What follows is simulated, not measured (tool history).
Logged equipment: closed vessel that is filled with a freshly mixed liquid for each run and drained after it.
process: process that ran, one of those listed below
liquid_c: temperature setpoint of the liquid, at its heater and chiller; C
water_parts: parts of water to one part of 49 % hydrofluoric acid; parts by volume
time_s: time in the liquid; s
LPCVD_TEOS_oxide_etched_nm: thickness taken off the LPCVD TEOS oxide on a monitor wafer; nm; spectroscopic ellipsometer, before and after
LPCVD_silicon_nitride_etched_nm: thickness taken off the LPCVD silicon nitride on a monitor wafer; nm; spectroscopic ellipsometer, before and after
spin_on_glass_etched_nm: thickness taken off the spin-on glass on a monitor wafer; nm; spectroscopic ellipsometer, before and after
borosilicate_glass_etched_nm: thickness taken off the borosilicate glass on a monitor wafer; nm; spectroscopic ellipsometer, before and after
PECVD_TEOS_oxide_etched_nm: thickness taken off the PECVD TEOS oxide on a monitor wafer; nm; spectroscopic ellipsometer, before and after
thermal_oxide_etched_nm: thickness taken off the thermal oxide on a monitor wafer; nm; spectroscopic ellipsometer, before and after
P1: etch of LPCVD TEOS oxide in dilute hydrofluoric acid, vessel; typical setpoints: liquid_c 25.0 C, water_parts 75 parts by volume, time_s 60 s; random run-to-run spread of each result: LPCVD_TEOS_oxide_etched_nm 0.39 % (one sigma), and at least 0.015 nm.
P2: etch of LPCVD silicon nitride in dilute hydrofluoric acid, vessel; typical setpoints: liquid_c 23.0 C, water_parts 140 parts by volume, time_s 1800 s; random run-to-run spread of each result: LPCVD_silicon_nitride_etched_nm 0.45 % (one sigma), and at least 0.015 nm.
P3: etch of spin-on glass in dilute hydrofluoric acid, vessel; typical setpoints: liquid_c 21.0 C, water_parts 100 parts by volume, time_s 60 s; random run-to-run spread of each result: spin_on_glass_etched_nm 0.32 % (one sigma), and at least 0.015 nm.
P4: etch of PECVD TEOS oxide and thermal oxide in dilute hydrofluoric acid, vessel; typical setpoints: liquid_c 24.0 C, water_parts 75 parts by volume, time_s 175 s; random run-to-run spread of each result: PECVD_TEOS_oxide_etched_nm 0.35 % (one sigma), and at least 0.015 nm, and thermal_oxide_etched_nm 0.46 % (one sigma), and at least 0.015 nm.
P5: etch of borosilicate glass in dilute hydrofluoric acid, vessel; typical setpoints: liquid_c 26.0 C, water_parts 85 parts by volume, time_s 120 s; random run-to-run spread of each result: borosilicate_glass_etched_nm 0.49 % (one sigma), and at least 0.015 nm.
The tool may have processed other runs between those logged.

run,hour,process,liquid_c,water_parts,time_s,LPCVD_TEOS_oxide_etched_nm,LPCVD_silicon_nitride_etched_nm,spin_on_glass_etched_nm,borosilicate_glass_etched_nm,PECVD_TEOS_oxide_etched_nm,thermal_oxide_etched_nm
1,14.0,P1,25.0,75,60,27.3010,,,,,
2,28.3,P1,19.5,75,60,21.7570,,,,,
3,44.8,P2,29.0,140,1800,,7.4764,,,,
4,61.2,P3,21.0,100,60,,,16.218,,,
5,73.7,P1,18.0,30,60,53.8040,,,,,
6,83.9,P3,29.0,100,60,,,22.155,,,
7,98.1,P5,26.0,85,205,,,,75.030,,
8,109.5,P4,32.0,75,175,,,,,37.958,15.0090
9,119.1,P5,26.0,85,120,,,,44.219,,
10,130.8,P2,23.0,85,1800,,8.3193,,,,
11,141.0,P1,25.0,110,30,8.9164,,,,,
12,150.5,P1,25.0,20,60,110.5700,,,,,
13,162.5,P2,23.0,140,1800,,5.0969,,,,
14,170.6,P1,25.0,75,60,27.4030,,,,,
15,179.0,P5,26.0,150,120,,,,22.803,,
16,189.1,P1,25.0,140,30,6.7781,,,,,
17,197.9,P3,21.0,100,30,,,8.038,,,
# hour 201.4: hydrofluoric acid flow meter replaced
18,210.8,P1,25.0,130,60,14.7290,,,,,
19,219.6,P1,25.0,75,95,43.3340,,,,,
20,233.4,P2,23.0,140,3590,,10.1690,,,,
21,249.5,P5,26.0,85,120,,,,43.708,,
22,265.5,P1,25.0,75,60,27.3910,,,,,
23,280.2,P4,24.0,75,325,,,,,51.313,20.3200
24,296.6,P3,21.0,145,60,,,10.591,,,
25,304.9,P5,17.5,85,120,,,,31.009,,
26,314.0,P1,33.5,75,60,38.0860,,,,,
27,324.4,P1,25.0,75,60,27.5080,,,,,
28,335.2,P4,24.0,75,175,,,,,27.827,10.9510
29,346.0,P1,25.0,75,60,27.3050,,,,,
30,362.5,P1,25.0,75,30,13.6730,,,,,
31,375.4,P4,24.0,120,175,,,,,16.328,6.4465
32,383.5,P2,23.0,140,1800,,5.0933,,,,
33,400.5,P1,25.0,75,60,27.5160,,,,,
34,409.6,P1,25.0,75,60,26.7680,,,,,
35,419.5,P1,25.0,75,60,26.2130,,,,,

Run 36 is up next; what results do you expect?
36,431.8,P1,25.0,75,60,?,,,,,

Run 36 measured LPCVD_TEOS_oxide_etched_nm 25.9590 nm.
